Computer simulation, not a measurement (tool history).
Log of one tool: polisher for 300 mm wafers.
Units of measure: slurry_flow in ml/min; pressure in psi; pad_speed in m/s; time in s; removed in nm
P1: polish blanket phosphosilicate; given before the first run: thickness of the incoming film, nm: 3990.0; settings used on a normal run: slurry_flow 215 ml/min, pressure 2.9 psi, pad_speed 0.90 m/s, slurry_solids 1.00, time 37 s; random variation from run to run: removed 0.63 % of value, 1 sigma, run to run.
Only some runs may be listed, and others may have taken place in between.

run,day,slurry_flow,pressure,pad_speed,slurry_solids,time,removed
1,0.375,215,2.9,0.90,1.00,37,315.43
2,0.646,215,2.9,0.90,0.70,37,262.73
3,1.017,215,4.4,0.90,1.00,37,482.55
4,1.308,215,2.9,0.90,1.25,27,257.95
5,1.721,215,2.9,0.90,1.00,51,440.01
6,2.033,280,2.9,0.90,1.00,37,326.31
7,2.379,215,1.3,0.90,1.00,37,140.70
8,2.608,215,2.9,0.42,1.00,37,172.96
9,2.879,215,2.9,0.90,1.00,37,318.29
10,3.158,215,2.9,0.90,1.00,37,319.71
11,3.579,215,2.9,1.42,1.00,37,455.49
12,3.888,215,2.9,0.90,1.00,37,318.55
13,4.233,130,2.9,0.90,1.00,37,296.87
14,4.625,215,1.5,0.90,1.00,58,259.06
15,5.096,280,2.9,0.90,1.45,37,382.16
16,5.567,215,2.9,0.90,1.00,37,317.42
17,5.942,215,2.9,0.90,1.00,37,314.89
18,6.358,215,2.9,0.90,1.00,22,187.87
19,6.583,215,2.9,0.90,1.50,37,377.34
20,6.796,215,2.9,0.90,1.00,37,317.76
21,7.088,215,2.9,0.90,1.00,37,303.08
22,7.346,215,2.9,0.90,1.00,37,295.36
23,7.688,215,2.9,0.90,1.00,37,286.85
# day 7.842: conditioning disc replaced and pad reconditioned
24,8.096,215,2.9,0.90,1.00,37,279.92
# day 8.367: head pressure recalibrated
25,8.533,215,2.9,0.90,1.00,37,276.73
# day 8.567: slurry nozzle cleaned
26,8.838,215,2.9,0.90,1.00,37,276.64

Estimate the outcome of run 27 from the log above:
27,9.046,215,2.9,0.90,1.00,37,?

{"run 27": {"removed": 278.19}}

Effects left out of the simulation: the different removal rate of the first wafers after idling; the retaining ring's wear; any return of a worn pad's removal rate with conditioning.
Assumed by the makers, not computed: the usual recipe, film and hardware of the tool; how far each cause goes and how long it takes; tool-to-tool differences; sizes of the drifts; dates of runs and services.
